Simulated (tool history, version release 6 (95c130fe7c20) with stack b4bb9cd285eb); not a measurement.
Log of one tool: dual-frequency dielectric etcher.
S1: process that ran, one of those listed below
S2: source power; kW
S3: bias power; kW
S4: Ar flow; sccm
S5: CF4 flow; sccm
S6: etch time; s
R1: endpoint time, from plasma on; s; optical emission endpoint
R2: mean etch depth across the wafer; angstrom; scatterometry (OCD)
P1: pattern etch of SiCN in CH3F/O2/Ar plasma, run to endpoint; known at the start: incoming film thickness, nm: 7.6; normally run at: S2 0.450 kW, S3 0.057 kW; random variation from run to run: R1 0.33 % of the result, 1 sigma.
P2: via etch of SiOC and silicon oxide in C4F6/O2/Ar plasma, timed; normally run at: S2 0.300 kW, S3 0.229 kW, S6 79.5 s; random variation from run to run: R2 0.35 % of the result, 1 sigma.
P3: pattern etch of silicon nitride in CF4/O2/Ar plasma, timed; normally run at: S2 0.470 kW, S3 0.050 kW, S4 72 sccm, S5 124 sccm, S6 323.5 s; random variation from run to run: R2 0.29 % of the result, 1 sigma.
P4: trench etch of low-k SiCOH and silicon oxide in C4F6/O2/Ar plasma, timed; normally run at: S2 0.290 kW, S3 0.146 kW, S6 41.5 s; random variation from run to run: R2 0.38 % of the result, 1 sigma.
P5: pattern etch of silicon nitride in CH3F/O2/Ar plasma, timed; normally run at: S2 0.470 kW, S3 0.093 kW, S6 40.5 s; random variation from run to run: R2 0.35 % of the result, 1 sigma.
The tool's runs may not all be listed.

Run 1, day 0.192: S1 P1, S2 0.450 kW, S3 0.057 kW. Result: R1 21.177 s.
Run 2, day 0.442: S1 P1, S2 0.450 kW, S3 0.045 kW. Result: R1 22.724 s.
Run 3, day 0.688: S1 P1, S2 0.450 kW, S3 0.057 kW. Result: R1 21.109 s.
Run 4, day 1.054: S1 P3, S2 0.470 kW, S3 0.031 kW, S4 72 sccm, S5 124 sccm, S6 323.5 s. Result: R2 5215.50 angstrom.
Run 5, day 1.421: S1 P5, S2 0.470 kW, S3 0.093 kW, S6 40.5 s. Result: R2 325.14 angstrom.
Run 6, day 1.800: S1 P4, S2 0.290 kW, S3 0.112 kW, S6 41.5 s. Result: R2 980.46 angstrom.
At day 1.938: wet clean of the chamber.
Run 7, day 2.096: S1 P1, S2 0.450 kW, S3 0.057 kW. Result: R1 21.150 s.
Run 8, day 2.458: S1 P1, S2 0.370 kW, S3 0.057 kW. Result: R1 22.858 s.
Run 9, day 2.833: S1 P1, S2 0.450 kW, S3 0.057 kW. Result: R1 21.121 s.
Run 10, day 3.067: S1 P5, S2 0.290 kW, S3 0.093 kW, S6 40.5 s. Result: R2 271.43 angstrom.
Run 11, day 3.450: S1 P1, S2 0.450 kW, S3 0.057 kW. Result: R1 21.161 s.
Run 12, day 3.867: S1 P5, S2 0.470 kW, S3 0.093 kW, S6 30.0 s. Result: R2 241.47 angstrom.
Run 13, day 4.062: S1 P3, S2 0.470 kW, S3 0.050 kW, S4 95 sccm, S5 124 sccm, S6 323.5 s. Result: R2 5969.30 angstrom.
Run 14, day 4.479: S1 P2, S2 0.300 kW, S3 0.229 kW, S6 51.5 s. Result: R2 549.29 angstrom.
Run 15, day 4.671: S1 P2, S2 0.170 kW, S3 0.229 kW, S6 79.5 s. Result: R2 688.46 angstrom.
Run 16, day 5.071: S1 P1, S2 0.350 kW, S3 0.048 kW. Result: R1 24.746 s.
Run 17, day 5.350: S1 P1, S2 0.450 kW, S3 0.070 kW. Result: R1 19.824 s.
Run 18, day 5.554: S1 P1, S2 0.360 kW, S3 0.043 kW. Result: R1 25.346 s.
Run 19, day 5.846: S1 P3, S2 0.630 kW, S3 0.050 kW, S4 72 sccm, S5 124 sccm, S6 323.5 s. Result: R2 7949.70 angstrom.
Run 20, day 6.088: S1 P2, S2 0.300 kW, S3 0.229 kW, S6 79.5 s. Result: R2 849.66 angstrom.
Run 21, day 6.475: S1 P5, S2 0.470 kW, S3 0.093 kW, S6 40.5 s. Result: R2 327.42 angstrom.
Run 22, day 6.733: S1 P5, S2 0.470 kW, S3 0.128 kW, S6 40.5 s. Result: R2 366.51 angstrom.
Run 23, day 7.125: S1 P3, S2 0.470 kW, S3 0.050 kW, S4 72 sccm, S5 124 sccm, S6 323.5 s. Result: R2 6123.70 angstrom.
Run 24, day 7.554: S1 P4, S2 0.290 kW, S3 0.146 kW, S6 41.5 s. Result: R2 1067.90 angstrom.
Run 25, day 7.962: S1 P1, S2 0.450 kW, S3 0.057 kW. Result: R1 21.147 s.
Run 26, day 8.317: S1 P1, S2 0.320 kW, S3 0.077 kW. Result: R1 21.734 s.
Run 27, day 8.538: S1 P2, S2 0.300 kW, S3 0.306 kW, S6 79.5 s. Result: R2 944.29 angstrom.
Run 28, day 8.971: S1 P1, S2 0.630 kW, S3 0.057 kW. Result: R1 18.569 s.
Run 29, day 9.204: S1 P4, S2 0.180 kW, S3 0.146 kW, S6 41.5 s. Result: R2 883.58 angstrom.
Run 30, day 9.583: S1 P3, S2 0.470 kW, S3 0.050 kW, S4 72 sccm, S5 98 sccm, S6 323.5 s. Result: R2 6012.70 angstrom.
Run 31, day 9.771: S1 P4, S2 0.290 kW, S3 0.146 kW, S6 52.5 s. Result: R2 1345.00 angstrom.
Run 32, day 10.208: S1 P4, S2 0.290 kW, S3 0.146 kW, S6 41.5 s. Result: R2 1068.40 angstrom.
Run 33, day 10.558: S1 P3, S2 0.470 kW, S3 0.050 kW, S4 72 sccm, S5 124 sccm, S6 415.0 s. Result: R2 7909.20 angstrom.
Run 34, day 10.925: S1 P1, S2 0.450 kW, S3 0.057 kW. Result: R1 21.187 s.
Run 35, day 11.208: S1 P1, S2 0.450 kW, S3 0.057 kW. Result: R1 21.211 s.
Run 36, day 11.454: S1 P1, S2 0.450 kW, S3 0.057 kW. Result: R1 21.409 s.
Run 37, day 11.658: S1 P1, S2 0.450 kW, S3 0.057 kW. Result: R1 21.265 s.
Run 38, day 12.008: S1 P1, S2 0.450 kW, S3 0.057 kW. Result: R1 21.395 s.
Run 39, day 12.433: S1 P1, S2 0.450 kW, S3 0.057 kW. Result: R1 21.357 s.
Run 40, day 12.671: S1 P1, S2 0.450 kW, S3 0.057 kW. Result: R1 21.531 s.
At day 12.925: wet clean of the chamber.
Run 41, day 12.996: S1 P1, S2 0.450 kW, S3 0.057 kW. Result: R1 21.548 s.
Run 42, day 13.392: S1 P1, S2 0.450 kW, S3 0.057 kW. Result: R1 21.588 s.
Run 43, day 13.671: S1 P1, S2 0.450 kW, S3 0.057 kW. Result: R1 21.466 s.

What P1 gives has crept away from where it was. These 2 causes fit the log equally well, each at the size given:
A: source power that arrives under what is set, % = 4.19
B: bias power that arrives under what is set, % = 4.86
The creep began at about day 10.925.
Why every other cause is out:
chamber walls in a state that lowers the etch rate, %: serviced at day 12.925, which brought nothing back

4 check runs are offered, one wafer each, their results left as question marks. Which one tells the causes apart?
Run check 1, day 13.950: S1 P5, S2 0.380 kW, S3 0.121 kW, S6 40.5 s. Result: R2 ?.
Run check 2, day 13.950: S1 P4, S2 0.240 kW, S3 0.146 kW, S6 41.5 s. Result: R2 ?.
Run check 3, day 13.950: S1 P3, S2 0.470 kW, S3 0.032 kW, S4 72 sccm, S5 124 sccm, S6 323.5 s. Result: R2 ?.
Run check 4, day 13.950: S1 P2, S2 0.170 kW, S3 0.277 kW, S6 79.5 s. Result: R2 ?.

What each check would give under each cause:
  check  result     if A     if B
check 1      R2   326.15   325.13
check 2      R2   969.37   970.48
check 3      R2  5095.10  5210.90
check 4      R2   724.96   723.32
How far apart the two closest causes lie, in the result that separates them most: check 1 0.31 %; check 2 0.11 %; check 3 2.25 %; check 4 0.23 %
Only check 3 tells the causes apart: in the others they would give nearly the same result.

Check 3 was then run and gave: R2 5202.30 angstrom. Which cause is it?

It is B: bias power that arrives under what is set, %.
